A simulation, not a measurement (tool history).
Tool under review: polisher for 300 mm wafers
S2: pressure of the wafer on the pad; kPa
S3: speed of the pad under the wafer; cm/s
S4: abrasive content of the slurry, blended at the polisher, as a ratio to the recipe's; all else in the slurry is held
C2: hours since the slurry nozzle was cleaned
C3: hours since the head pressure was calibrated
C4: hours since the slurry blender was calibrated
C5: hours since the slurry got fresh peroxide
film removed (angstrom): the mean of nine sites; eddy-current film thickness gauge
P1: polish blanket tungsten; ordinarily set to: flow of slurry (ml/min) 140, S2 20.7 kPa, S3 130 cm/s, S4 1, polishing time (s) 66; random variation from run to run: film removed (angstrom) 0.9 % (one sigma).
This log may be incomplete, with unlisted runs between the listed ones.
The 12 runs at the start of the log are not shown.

{"run": 13, "day": 2.746, "flow of slurry (ml/min)": 140, "S2": 20.7, "S3": 130, "S4": 1, "polishing time (s)": 66, "wafers polished on this pad": 922, "C2": 274.2, "C3": 390.7, "C4": 120.3, "C5": 181.1, "film removed (angstrom)": 3753.7}
{"run": 14, "day": 3.025, "flow of slurry (ml/min)": 140, "S2": 20.7, "S3": 130, "S4": 1, "polishing time (s)": 66, "wafers polished on this pad": 981, "C2": 280.9, "C3": 397.4, "C4": 127, "C5": 187.8, "film removed (angstrom)": 3804.2}
{"run": 15, "day": 3.258, "flow of slurry (ml/min)": 140, "S2": 20.7, "S3": 88, "S4": 1, "polishing time (s)": 66, "wafers polished on this pad": 1031, "C2": 286.5, "C3": 403, "C4": 132.6, "C5": 193.4, "film removed (angstrom)": 2541.6}
{"run": 16, "day": 3.438, "flow of slurry (ml/min)": 140, "S2": 20.7, "S3": 68, "S4": 1.25, "polishing time (s)": 66, "wafers polished on this pad": 1069, "C2": 290.8, "C3": 407.3, "C4": 136.9, "C5": 197.7, "film removed (angstrom)": 2121.4}
{"run": 17, "day": 3.729, "flow of slurry (ml/min)": 140, "S2": 20.7, "S3": 130, "S4": 1, "polishing time (s)": 30, "wafers polished on this pad": 1131, "C2": 297.8, "C3": 414.3, "C4": 143.9, "C5": 204.7, "film removed (angstrom)": 1748.3}
{"run": 18, "day": 3.896, "flow of slurry (ml/min)": 85, "S2": 15.2, "S3": 130, "S4": 1, "polishing time (s)": 66, "wafers polished on this pad": 1166, "C2": 301.8, "C3": 418.3, "C4": 147.9, "C5": 208.7, "film removed (angstrom)": 2470.7}
{"run": 19, "day": 4.092, "flow of slurry (ml/min)": 140, "S2": 20.7, "S3": 130, "S4": 1, "polishing time (s)": 66, "wafers polished on this pad": 1207, "C2": 306.5, "C3": 423, "C4": 152.6, "C5": 213.4, "film removed (angstrom)": 3773.7}
{"run": 20, "day": 4.246, "flow of slurry (ml/min)": 85, "S2": 20.7, "S3": 130, "S4": 1, "polishing time (s)": 66, "wafers polished on this pad": 1240, "C2": 310.2, "C3": 426.7, "C4": 156.3, "C5": 217.1, "film removed (angstrom)": 3403.3}
{"run": 21, "day": 4.496, "flow of slurry (ml/min)": 140, "S2": 20.7, "S3": 130, "S4": 1, "polishing time (s)": 66, "wafers polished on this pad": 1293, "C2": 316.2, "C3": 432.7, "C4": 162.3, "C5": 223.1, "film removed (angstrom)": 3726.2}
{"run": 22, "day": 4.688, "flow of slurry (ml/min)": 140, "S2": 20.7, "S3": 130, "S4": 1, "polishing time (s)": 66, "wafers polished on this pad": 1334, "C2": 320.8, "C3": 437.3, "C4": 166.9, "C5": 227.7, "film removed (angstrom)": 3712.3}
{"run": 23, "day": 4.896, "flow of slurry (ml/min)": 140, "S2": 20.7, "S3": 130, "S4": 1, "polishing time (s)": 66, "wafers polished on this pad": 1378, "C2": 325.8, "C3": 442.3, "C4": 171.9, "C5": 232.7, "film removed (angstrom)": 3548}
{"run": 24, "day": 5.029, "flow of slurry (ml/min)": 140, "S2": 20.7, "S3": 130, "S4": 1, "polishing time (s)": 66, "wafers polished on this pad": 1406, "C2": 329, "C3": 445.5, "C4": 175.1, "C5": 235.9, "film removed (angstrom)": 3586.7}
{"day": 5.262, "done": "worn pad replaced by a new one"}
{"run": 25, "day": 5.271, "flow of slurry (ml/min)": 140, "S2": 20.7, "S3": 130, "S4": 1, "polishing time (s)": 66, "wafers polished on this pad": 2, "C2": 334.8, "C3": 451.3, "C4": 180.9, "C5": 241.7, "film removed (angstrom)": 3496.4}
{"day": 5.346, "done": "slurry blender recalibrated"}
{"day": 5.504, "done": "slurry tank refilled with fresh slurry and peroxide"}
{"run": 26, "day": 5.538, "flow of slurry (ml/min)": 140, "S2": 20.7, "S3": 130, "S4": 1, "polishing time (s)": 66, "wafers polished on this pad": 58, "C2": 341.2, "C3": 457.7, "C4": 4.6, "C5": 0.8, "film removed (angstrom)": 3453.3}
{"run": 27, "day": 5.779, "flow of slurry (ml/min)": 140, "S2": 20.7, "S3": 130, "S4": 1, "polishing time (s)": 66, "wafers polished on this pad": 109, "C2": 347, "C3": 463.5, "C4": 10.4, "C5": 6.6, "film removed (angstrom)": 3437.2}

Forecast run 28:
{"run": 28, "day": 5.912, "flow of slurry (ml/min)": 140, "S2": 20.7, "S3": 130, "S4": 1, "polishing time (s)": 66, "wafers polished on this pad": 138, "C2": 350.2, "C3": 466.7, "C4": 13.6, "C5": 9.8, "film removed (angstrom)": "?"}

Run 28 yielded film removed (angstrom) 3393.2.
